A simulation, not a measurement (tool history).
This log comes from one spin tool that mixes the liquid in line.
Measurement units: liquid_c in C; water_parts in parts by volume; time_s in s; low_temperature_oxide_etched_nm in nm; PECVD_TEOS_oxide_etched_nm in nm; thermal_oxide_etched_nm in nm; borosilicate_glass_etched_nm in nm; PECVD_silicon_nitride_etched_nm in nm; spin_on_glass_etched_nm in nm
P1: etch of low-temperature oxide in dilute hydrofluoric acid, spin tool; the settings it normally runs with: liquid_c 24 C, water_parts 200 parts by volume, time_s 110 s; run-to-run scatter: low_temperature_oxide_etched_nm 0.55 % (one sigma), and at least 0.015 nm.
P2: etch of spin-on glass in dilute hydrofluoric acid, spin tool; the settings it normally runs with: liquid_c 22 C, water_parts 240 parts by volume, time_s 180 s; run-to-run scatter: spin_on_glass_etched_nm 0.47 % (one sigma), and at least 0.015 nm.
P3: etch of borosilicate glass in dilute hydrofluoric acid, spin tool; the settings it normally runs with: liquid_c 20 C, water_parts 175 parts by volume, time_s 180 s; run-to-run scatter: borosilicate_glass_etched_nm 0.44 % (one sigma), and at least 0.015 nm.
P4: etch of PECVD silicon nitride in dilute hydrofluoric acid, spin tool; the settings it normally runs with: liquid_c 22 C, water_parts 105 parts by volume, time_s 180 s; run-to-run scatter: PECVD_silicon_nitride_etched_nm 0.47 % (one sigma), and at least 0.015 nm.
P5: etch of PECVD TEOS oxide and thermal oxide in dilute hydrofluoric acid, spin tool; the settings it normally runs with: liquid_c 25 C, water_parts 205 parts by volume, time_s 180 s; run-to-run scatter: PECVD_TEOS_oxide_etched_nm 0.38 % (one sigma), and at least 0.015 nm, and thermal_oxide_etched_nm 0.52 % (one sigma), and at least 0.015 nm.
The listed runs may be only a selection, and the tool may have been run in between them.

run,hour,process,liquid_c,water_parts,time_s,hours since the thermometer was replaced,hours since the hydrofluoric acid flow meter was replaced,low_temperature_oxide_etched_nm,PECVD_TEOS_oxide_etched_nm,thermal_oxide_etched_nm,borosilicate_glass_etched_nm,PECVD_silicon_nitride_etched_nm,spin_on_glass_etched_nm
1,12.7,P1,24,200,110,703.5,500.7,13.18,,,,,
2,21.1,P1,31,200,110,711.9,509.1,16.812,,,,,
3,34,P5,25,205,15,724.8,522,,0.63325,0.33527,,,
4,40.1,P1,24,200,110,730.9,528.1,13.167,,,,,
5,51.1,P1,24,200,110,741.9,539.1,13.196,,,,,
6,59.2,P1,24,200,110,750,547.2,13.234,,,,,
7,66.5,P5,25,50,180,757.3,554.5,,36.866,18.885,,,
8,72.6,P3,20,175,345,763.4,560.6,,,,28.949,,
9,85.1,P3,20,175,180,775.9,573.1,,,,15.214,,
10,94.9,P1,24,65,110,785.7,582.9,47.409,,,,,
11,106,P3,24,175,180,796.8,594,,,,17.731,,
12,119.6,P3,20,175,180,810.4,607.6,,,,15.195,,
13,126.1,P4,22,105,180,816.9,614.1,,,,,8.557,
14,134,P4,22,105,85,824.8,622,,,,,4.0478,
15,147,P1,24,295,110,837.8,635,8.1853,,,,,
16,155.3,P1,24,200,175,846.1,643.3,21.092,,,,,
17,161.6,P5,25,205,180,852.4,649.6,,7.4219,3.8194,,,
18,174.4,P4,27,105,180,865.2,662.4,,,,,11.946,
19,187.9,P1,31.5,200,185,878.7,675.9,29.234,,,,,
20,198.1,P1,24,200,40,888.9,686.1,4.7998,,,,,
21,209.1,P1,24,275,25,899.9,697.1,2.0233,,,,,
22,219.5,P2,22,240,180,910.3,707.5,,,,,,13.042
23,228.5,P5,29.5,205,180,919.3,716.5,,8.724,4.4724,,,
24,235.9,P3,20,80,180,926.7,723.9,,,,36.891,,
25,245.2,P5,25,205,180,936,733.2,,7.5005,3.8502,,,
26,253.3,P2,30,240,180,944.1,741.3,,,,,,17.403
27,261,P1,24,50,40,951.8,749,23.288,,,,,
28,269.4,P1,24,200,110,960.2,757.4,13.178,,,,,
29,276.7,P2,22,240,265,967.5,764.7,,,,,,19.302
30,287.1,P1,18,200,110,977.9,775.1,10.565,,,,,
31,298.6,P2,22,355,180,989.4,786.6,,,,,,8.0172
32,308.3,P4,22,165,180,999.1,796.3,,,,,5.567,
33,320,P1,24,200,110,1010.8,808,13.238,,,,,
34,331.6,P1,24,200,110,1022.4,819.6,13.723,,,,,
35,343.3,P1,24,200,110,1034.1,831.3,13.875,,,,,
36,353.1,P1,24,200,110,1043.9,841.1,14.098,,,,,
37,359.4,P1,24,200,110,1050.2,847.4,14.241,,,,,
38,370.6,P1,24,200,110,1061.4,858.6,14.317,,,,,
39,380.9,P1,24,200,110,1071.7,868.9,14.26,,,,,
40,387.3,P1,24,200,110,1078.1,875.3,14.361,,,,,
41,393.4,P1,24,200,110,1084.2,881.4,14.216,,,,,
42,403.2,P1,24,200,110,1094,891.2,14.279,,,,,

P1 has crept away from where it was. The log is fitted equally well by each of these 2 causes, at the sizes shown:
A: hydrofluoric acid flow above the setpoint (%) = 6.49
B: liquid hotter than its thermometer reads (K) = 2.09
The gradual shift began around hour 320.

4 check runs are offered, one wafer each, their results left as question marks. Which one tells the causes apart?
check 1,413,P3,20,175,180,,,,,,?,,
check 2,413,P2,22,240,180,,,,,,,,?
check 3,413,P4,22,105,180,,,,,,,?,
check 4,413,P5,25,205,180,,,,?,?,,,

What each check would give under each cause:
check,result,if A,if B
check 1,borosilicate_glass_etched_nm,16.358,16.477
check 2,spin_on_glass_etched_nm,14.129,14.111
check 3,PECVD_silicon_nitride_etched_nm,9.1206,9.8486
check 4,PECVD_TEOS_oxide_etched_nm,8.0521,8.0411
check 4,thermal_oxide_etched_nm,4.1586,4.1529
Distance between the nearest two causes, measured in the result of the check that separates them most: check 1 0.73 %; check 2 0.13 %; check 3 7.68 %; check 4 0.14 %
Of the check runs offered, only check 3 discriminates between the causes; the rest would read about the same regardless of which cause applies.

Check 3 was then run and gave: PECVD_silicon_nitride_etched_nm 9.8415 nm. Which cause is it?

The cause is B: liquid hotter than its thermometer reads (K).
